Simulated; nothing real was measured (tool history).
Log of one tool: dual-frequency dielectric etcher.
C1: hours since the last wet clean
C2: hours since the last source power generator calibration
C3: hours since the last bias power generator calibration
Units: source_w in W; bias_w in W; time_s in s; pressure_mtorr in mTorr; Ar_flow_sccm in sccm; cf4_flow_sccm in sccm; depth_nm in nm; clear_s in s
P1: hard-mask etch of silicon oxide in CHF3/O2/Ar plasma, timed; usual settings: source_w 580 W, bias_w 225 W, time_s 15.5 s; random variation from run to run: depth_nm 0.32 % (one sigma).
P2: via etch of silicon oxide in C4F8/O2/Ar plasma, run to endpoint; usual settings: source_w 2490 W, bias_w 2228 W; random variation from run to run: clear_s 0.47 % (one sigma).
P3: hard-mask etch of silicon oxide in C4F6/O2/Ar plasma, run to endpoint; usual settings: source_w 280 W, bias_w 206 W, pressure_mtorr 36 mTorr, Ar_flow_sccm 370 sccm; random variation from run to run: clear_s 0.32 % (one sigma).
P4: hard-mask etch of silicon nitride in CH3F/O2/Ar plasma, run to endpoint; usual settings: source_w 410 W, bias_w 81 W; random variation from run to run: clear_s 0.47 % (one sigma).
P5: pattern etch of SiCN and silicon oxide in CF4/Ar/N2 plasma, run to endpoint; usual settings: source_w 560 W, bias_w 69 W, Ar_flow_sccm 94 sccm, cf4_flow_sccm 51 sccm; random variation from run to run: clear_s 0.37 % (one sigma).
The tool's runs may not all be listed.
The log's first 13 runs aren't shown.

{"run": 14, "day": 5.467, "process": "P3", "source_w": 280, "bias_w": 256, "pressure_mtorr": 36, "Ar_flow_sccm": 370, "C1": 458.3, "C2": 1435.9, "C3": 1712.0, "clear_s": 54.968}
{"run": 15, "day": 5.992, "process": "P1", "source_w": 580, "bias_w": 158, "time_s": 15.5, "C1": 470.9, "C2": 1448.5, "C3": 1724.6, "depth_nm": 27.831}
{"run": 16, "day": 6.271, "process": "P3", "source_w": 280, "bias_w": 206, "pressure_mtorr": 36, "Ar_flow_sccm": 447, "C1": 477.6, "C2": 1455.2, "C3": 1731.3, "clear_s": 60.82}
{"run": 17, "day": 6.858, "process": "P1", "source_w": 580, "bias_w": 225, "time_s": 9.0, "C1": 491.7, "C2": 1469.3, "C3": 1745.4, "depth_nm": 18.159}
{"day": 6.879, "done": "source power generator calibrated"}
{"run": 18, "day": 7.271, "process": "P5", "source_w": 560, "bias_w": 69, "Ar_flow_sccm": 54, "cf4_flow_sccm": 51, "C1": 501.6, "C2": 9.5, "C3": 1755.3, "clear_s": 14.233}
{"run": 19, "day": 7.833, "process": "P1", "source_w": 580, "bias_w": 225, "time_s": 15.5, "C1": 515.1, "C2": 23.0, "C3": 1768.8, "depth_nm": 31.417}
{"run": 20, "day": 8.338, "process": "P3", "source_w": 330, "bias_w": 206, "pressure_mtorr": 36, "Ar_flow_sccm": 370, "C1": 527.2, "C2": 35.1, "C3": 1780.9, "clear_s": 56.289}
{"run": 21, "day": 8.879, "process": "P3", "source_w": 280, "bias_w": 206, "pressure_mtorr": 44, "Ar_flow_sccm": 370, "C1": 540.2, "C2": 48.1, "C3": 1793.9, "clear_s": 60.636}
{"run": 22, "day": 9.183, "process": "P4", "source_w": 580, "bias_w": 81, "C1": 547.5, "C2": 55.4, "C3": 1801.2, "clear_s": 53.253}
{"run": 23, "day": 9.696, "process": "P1", "source_w": 580, "bias_w": 225, "time_s": 15.5, "C1": 559.8, "C2": 67.7, "C3": 1813.5, "depth_nm": 31.251}
{"run": 24, "day": 10.154, "process": "P1", "source_w": 580, "bias_w": 225, "time_s": 15.5, "C1": 570.8, "C2": 78.7, "C3": 1824.5, "depth_nm": 31.338}
{"run": 25, "day": 10.658, "process": "P5", "source_w": 560, "bias_w": 69, "Ar_flow_sccm": 94, "cf4_flow_sccm": 51, "C1": 582.9, "C2": 90.8, "C3": 1836.6, "clear_s": 15.349}
{"run": 26, "day": 10.983, "process": "P5", "source_w": 560, "bias_w": 43, "Ar_flow_sccm": 94, "cf4_flow_sccm": 51, "C1": 590.7, "C2": 98.6, "C3": 1844.4, "clear_s": 18.074}
{"run": 27, "day": 11.554, "process": "P1", "source_w": 580, "bias_w": 225, "time_s": 20.0, "C1": 604.4, "C2": 112.3, "C3": 1858.1, "depth_nm": 40.483}
{"run": 28, "day": 12.067, "process": "P4", "source_w": 410, "bias_w": 81, "C1": 616.7, "C2": 124.6, "C3": 1870.4, "clear_s": 60.513}
{"run": 29, "day": 12.567, "process": "P1", "source_w": 420, "bias_w": 225, "time_s": 8.5, "C1": 628.7, "C2": 136.6, "C3": 1882.4, "depth_nm": 15.276}
{"run": 30, "day": 13.054, "process": "P5", "source_w": 560, "bias_w": 69, "Ar_flow_sccm": 94, "cf4_flow_sccm": 39, "C1": 640.4, "C2": 148.3, "C3": 1894.1, "clear_s": 16.123}
{"run": 31, "day": 13.367, "process": "P1", "source_w": 580, "bias_w": 225, "time_s": 15.5, "C1": 647.9, "C2": 155.8, "C3": 1901.6, "depth_nm": 31.409}
{"run": 32, "day": 13.867, "process": "P1", "source_w": 580, "bias_w": 225, "time_s": 15.5, "C1": 659.9, "C2": 167.8, "C3": 1913.6, "depth_nm": 31.757}
{"run": 33, "day": 14.312, "process": "P1", "source_w": 580, "bias_w": 225, "time_s": 15.5, "C1": 670.6, "C2": 178.5, "C3": 1924.3, "depth_nm": 31.755}
{"run": 34, "day": 14.875, "process": "P1", "source_w": 580, "bias_w": 225, "time_s": 15.5, "C1": 684.1, "C2": 192.0, "C3": 1937.8, "depth_nm": 31.764}
{"run": 35, "day": 15.262, "process": "P1", "source_w": 580, "bias_w": 225, "time_s": 15.5, "C1": 693.4, "C2": 201.3, "C3": 1947.1, "depth_nm": 31.785}
{"run": 36, "day": 15.517, "process": "P1", "source_w": 580, "bias_w": 225, "time_s": 15.5, "C1": 699.5, "C2": 207.4, "C3": 1953.2, "depth_nm": 31.855}
{"day": 15.562, "done": "wet clean of the chamber"}
{"run": 37, "day": 15.962, "process": "P1", "source_w": 580, "bias_w": 225, "time_s": 15.5, "C1": 9.6, "C2": 218.1, "C3": 1963.9, "depth_nm": 31.933}

The next listed run, before its measurement:
{"run": 38, "day": 16.412, "process": "P1", "source_w": 580, "bias_w": 225, "time_s": 15.5, "C1": 20.4, "C2": 228.9, "C3": 1974.7, "depth_nm": "?"}

depth_nm: 31.872 nm
